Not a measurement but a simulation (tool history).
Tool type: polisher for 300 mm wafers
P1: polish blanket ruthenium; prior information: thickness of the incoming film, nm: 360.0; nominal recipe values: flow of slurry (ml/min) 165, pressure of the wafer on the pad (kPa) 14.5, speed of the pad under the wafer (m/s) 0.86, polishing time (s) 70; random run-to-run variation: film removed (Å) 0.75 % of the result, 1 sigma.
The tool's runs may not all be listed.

| run | hour | flow of slurry (ml/min) | pressure of the wafer on the pad (kPa) | speed of the pad under the wafer (m/s) | polishing time (s) | wafers polished on this pad | hours since the slurry nozzle was cleaned | hours since the head pressure was calibrated | film removed (Å) |
|---|---|---|---|---|---|---|---|---|---|
| 1 | 4.1 | 165 | 14.5 | 0.86 | 70 | 349 | 303.8 | 313.2 | 571.12 |
| 2 | 8.1 | 165 | 14.5 | 1.2 | 70 | 401 | 307.8 | 317.2 | 807.35 |
| 3 | 10.3 | 165 | 14.5 | 0.86 | 70 | 429 | 310 | 319.4 | 575.31 |
| 4 | 13.6 | 165 | 14.5 | 0.86 | 107 | 472 | 313.3 | 322.7 | 877.31 |
| 5 | 17.4 | 165 | 14.5 | 0.86 | 70 | 522 | 317.1 | 326.5 | 572.08 |
| 6 | 21.6 | 165 | 14.5 | 0.6 | 70 | 577 | 321.3 | 330.7 | 408.06 |
| 7 | 24.8 | 260 | 14.5 | 0.86 | 70 | 619 | 324.5 | 333.9 | 611.88 |
| 8 | 27 | 165 | 17.9 | 0.86 | 51 | 647 | 326.7 | 336.1 | 520.95 |
| 9 | 30.5 | 165 | 8.3 | 0.86 | 70 | 693 | 330.2 | 339.6 | 330.76 |
| 10 | 32.5 | 165 | 14.5 | 0.86 | 70 | 719 | 332.2 | 341.6 | 576.45 |
| 11 | 35.5 | 100 | 14.5 | 0.86 | 70 | 758 | 335.2 | 344.6 | 523.31 |
| 12 | 39.2 | 165 | 14.5 | 0.86 | 70 | 806 | 338.9 | 348.3 | 573.09 |
| 13 | 42.6 | 165 | 14.5 | 0.86 | 44 | 851 | 342.3 | 351.7 | 361.72 |
| 14 | 46.1 | 165 | 14.5 | 0.86 | 70 | 896 | 345.8 | 355.2 | 582.78 |

Estimate the outcome of run 15 from the log above:
| 15 | 48.4 | 165 | 21.4 | 0.86 | 70 | 926 | 348.1 | 357.5 | ? |

{"run 15": {"film removed (Å)": 847.55}}
